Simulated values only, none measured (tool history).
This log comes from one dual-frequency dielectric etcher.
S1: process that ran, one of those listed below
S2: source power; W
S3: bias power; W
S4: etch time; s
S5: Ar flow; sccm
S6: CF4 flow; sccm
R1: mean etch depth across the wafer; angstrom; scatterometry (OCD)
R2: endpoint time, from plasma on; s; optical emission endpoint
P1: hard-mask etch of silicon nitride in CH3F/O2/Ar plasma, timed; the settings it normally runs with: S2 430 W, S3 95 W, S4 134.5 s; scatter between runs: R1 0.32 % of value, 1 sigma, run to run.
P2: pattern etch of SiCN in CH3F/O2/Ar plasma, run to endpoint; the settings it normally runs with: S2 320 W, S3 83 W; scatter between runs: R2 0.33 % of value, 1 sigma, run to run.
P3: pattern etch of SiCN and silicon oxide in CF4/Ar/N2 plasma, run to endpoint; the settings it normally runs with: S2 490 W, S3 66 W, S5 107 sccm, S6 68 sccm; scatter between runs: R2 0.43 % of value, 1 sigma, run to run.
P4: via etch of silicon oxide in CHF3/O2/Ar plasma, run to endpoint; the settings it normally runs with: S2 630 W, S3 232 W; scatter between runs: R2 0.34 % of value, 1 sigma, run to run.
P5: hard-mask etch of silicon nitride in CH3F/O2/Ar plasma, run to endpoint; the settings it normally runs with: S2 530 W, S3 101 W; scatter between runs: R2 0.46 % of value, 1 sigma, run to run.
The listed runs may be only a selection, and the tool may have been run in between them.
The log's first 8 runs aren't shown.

{"run": 9, "day": 3.746, "S1": "P2", "S2": 320, "S3": 112, "R2": 32.941}
{"run": 10, "day": 4.029, "S1": "P1", "S2": 430, "S3": 60, "S4": 134.5, "R1": 910.15}
{"run": 11, "day": 4.308, "S1": "P1", "S2": 550, "S3": 95, "S4": 134.5, "R1": 1166.7}
{"run": 12, "day": 4.771, "S1": "P1", "S2": 430, "S3": 95, "S4": 134.5, "R1": 1067.5}
{"run": 13, "day": 5.058, "S1": "P1", "S2": 430, "S3": 95, "S4": 134.5, "R1": 1075.0}
{"run": 14, "day": 5.654, "S1": "P1", "S2": 430, "S3": 95, "S4": 168.5, "R1": 1337.7}
{"run": 15, "day": 6.15, "S1": "P4", "S2": 630, "S3": 232, "R2": 340.26}
{"run": 16, "day": 6.658, "S1": "P1", "S2": 430, "S3": 95, "S4": 93.0, "R1": 741.16}
{"run": 17, "day": 7.217, "S1": "P1", "S2": 430, "S3": 71, "S4": 194.5, "R1": 1385.9}
{"run": 18, "day": 7.767, "S1": "P3", "S2": 490, "S3": 54, "S5": 107, "S6": 68, "R2": 10.397}
{"run": 19, "day": 8.208, "S1": "P3", "S2": 490, "S3": 66, "S5": 107, "S6": 68, "R2": 9.8906}
{"run": 20, "day": 8.483, "S1": "P1", "S2": 270, "S3": 95, "S4": 134.5, "R1": 901.11}
{"run": 21, "day": 9.046, "S1": "P2", "S2": 320, "S3": 83, "R2": 36.694}
{"run": 22, "day": 9.517, "S1": "P5", "S2": 530, "S3": 101, "R2": 40.417}

Expected results for the next run?
{"run": 23, "day": 9.992, "S1": "P3", "S2": 490, "S3": 66, "S5": 139, "S6": 68, "R2": "?"}

R2: 10.2660 s
